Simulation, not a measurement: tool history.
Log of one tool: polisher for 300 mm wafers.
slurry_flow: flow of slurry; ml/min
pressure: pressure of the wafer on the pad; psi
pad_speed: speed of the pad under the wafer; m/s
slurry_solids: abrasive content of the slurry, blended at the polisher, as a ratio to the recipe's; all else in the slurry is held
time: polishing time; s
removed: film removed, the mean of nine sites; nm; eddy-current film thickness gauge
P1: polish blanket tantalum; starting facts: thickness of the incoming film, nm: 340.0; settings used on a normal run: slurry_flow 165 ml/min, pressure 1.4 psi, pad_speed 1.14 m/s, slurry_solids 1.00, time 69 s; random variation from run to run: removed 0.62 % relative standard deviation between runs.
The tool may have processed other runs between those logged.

| run | hour | slurry_flow | pressure | pad_speed | slurry_solids | time | wafers polished on this pad | hours since the slurry nozzle was cleaned | hours since the head pressure was calibrated | hours since the slurry blender was calibrated | removed |
|---|---|---|---|---|---|---|---|---|---|---|---|
| 1 | 8.7 | 165 | 1.4 | 1.14 | 1.00 | 69 | 854 | 87.3 | 88.0 | 97.5 | 90.056 |
| 2 | 17.4 | 165 | 1.4 | 0.66 | 1.00 | 69 | 959 | 96.0 | 96.7 | 106.2 | 52.344 |
| 3 | 29.4 | 165 | 0.7 | 1.14 | 1.00 | 69 | 1103 | 108.0 | 108.7 | 118.2 | 44.740 |
| 4 | 42.5 | 165 | 1.4 | 1.14 | 1.00 | 51 | 1260 | 121.1 | 121.8 | 131.3 | 66.744 |
| 5 | 48.4 | 165 | 1.4 | 1.52 | 1.00 | 69 | 1331 | 127.0 | 127.7 | 137.2 | 120.530 |
|  | 50.3 | slurry blender recalibrated |
| 6 | 60.8 | 165 | 1.4 | 1.14 | 1.00 | 69 | 1480 | 139.4 | 140.1 | 10.6 | 89.698 |
| 7 | 72.6 | 165 | 1.4 | 1.14 | 0.60 | 69 | 1621 | 151.2 | 151.9 | 22.4 | 75.590 |
| 8 | 81.0 | 165 | 1.0 | 1.14 | 1.00 | 97 | 1722 | 159.6 | 160.3 | 30.8 | 90.430 |
| 9 | 91.3 | 100 | 1.4 | 1.14 | 1.00 | 69 | 1846 | 169.9 | 170.6 | 41.1 | 82.082 |
| 10 | 103.2 | 250 | 1.4 | 1.14 | 1.00 | 69 | 1989 | 181.8 | 182.5 | 53.0 | 94.725 |
| 11 | 112.1 | 165 | 1.4 | 1.14 | 1.45 | 69 | 2095 | 190.7 | 191.4 | 61.9 | 98.557 |
| 12 | 120.9 | 165 | 2.1 | 1.14 | 1.00 | 69 | 2201 | 199.5 | 200.2 | 70.7 | 135.320 |
| 13 | 131.7 | 165 | 1.4 | 1.14 | 1.00 | 69 | 2331 | 210.3 | 211.0 | 81.5 | 90.888 |
| 14 | 144.1 | 165 | 1.4 | 1.14 | 1.00 | 69 | 2480 | 222.7 | 223.4 | 93.9 | 90.125 |
| 15 | 156.2 | 165 | 1.4 | 1.14 | 1.00 | 107 | 2625 | 234.8 | 235.5 | 106.0 | 139.720 |
| 16 | 167.3 | 165 | 1.4 | 1.14 | 1.00 | 69 | 2758 | 245.9 | 246.6 | 117.1 | 89.911 |
| 17 | 175.5 | 165 | 1.4 | 1.14 | 1.00 | 69 | 2856 | 254.1 | 254.8 | 125.3 | 86.839 |
| 18 | 186.2 | 165 | 1.4 | 1.14 | 1.00 | 69 | 2985 | 264.8 | 265.5 | 136.0 | 86.084 |
| 19 | 192.7 | 165 | 1.4 | 1.14 | 1.00 | 69 | 3063 | 271.3 | 272.0 | 142.5 | 85.349 |
| 20 | 200.3 | 165 | 1.4 | 1.14 | 1.00 | 69 | 3154 | 278.9 | 279.6 | 150.1 | 84.654 |
|  | 205.3 | worn pad replaced by a new one |
| 21 | 211.5 | 165 | 1.4 | 1.14 | 1.00 | 69 | 74 | 290.1 | 290.8 | 161.3 | 83.773 |
| 22 | 221.5 | 165 | 1.4 | 1.14 | 1.00 | 69 | 194 | 300.1 | 300.8 | 171.3 | 83.707 |
|  | 226.3 | slurry blender recalibrated |
| 23 | 232.9 | 165 | 1.4 | 1.14 | 1.00 | 69 | 331 | 311.5 | 312.2 | 6.6 | 82.682 |
| 24 | 245.1 | 165 | 1.4 | 1.14 | 1.00 | 69 | 478 | 323.7 | 324.4 | 18.8 | 83.066 |
| 25 | 252.4 | 165 | 1.4 | 1.14 | 1.00 | 69 | 565 | 331.0 | 331.7 | 26.1 | 83.153 |

Something has made what P1 gives creep away from where it was; the 2 causes below, each at its own stated size, fit the log equally well:
A: slurry flow missing at the pad, % = 34
B: head's pressure below its setpoint, % = 7.65
The gradual shift began around hour 167.3.
Each remaining cause and why it is not a fit:
removal rate lost through wear of the pad, %: was serviced at hour 205.3, once the creep was under way, yet the earlier output never came back
abrasive missing from the slurry, %: was serviced at hour 226.3, once the creep was under way, yet the earlier output never came back

Which of the 4 check runs listed below separates the causes, so that each cause would produce a clearly different result? Each run uses one wafer, and its results are marked with question marks.
| check 1 | 259.7 | 100 | 1.4 | 1.14 | 1.00 | 69 |  |  |  |  | ? |
| check 2 | 259.7 | 165 | 1.4 | 0.84 | 1.00 | 69 |  |  |  |  | ? |
| check 3 | 259.7 | 165 | 1.4 | 1.14 | 0.60 | 53 |  |  |  |  | ? |
| check 4 | 259.7 | 165 | 2.1 | 0.90 | 1.00 | 69 |  |  |  |  | ? |

Check results expected under each cause:
| check | result | if A | if B |
|---|---|---|---|
| check 1 | removed | 71.997 | 75.291 |
| check 2 | removed | 61.313 | 61.326 |
| check 3 | removed | 53.689 | 53.700 |
| check 4 | removed | 98.538 | 98.560 |
Minimum pairwise separation of causes per check, each pair taken at its best-separating result: check 1 4.47 %; check 2 0.02 %; check 3 0.02 %; check 4 0.02 %
The causes can be told apart only by check 1. The other checks would give nearly the same results under each of them.

Running check 1 produced the following: removed 74.861 nm. Which one of the listed causes fits?

It is B: head's pressure below its setpoint, %.
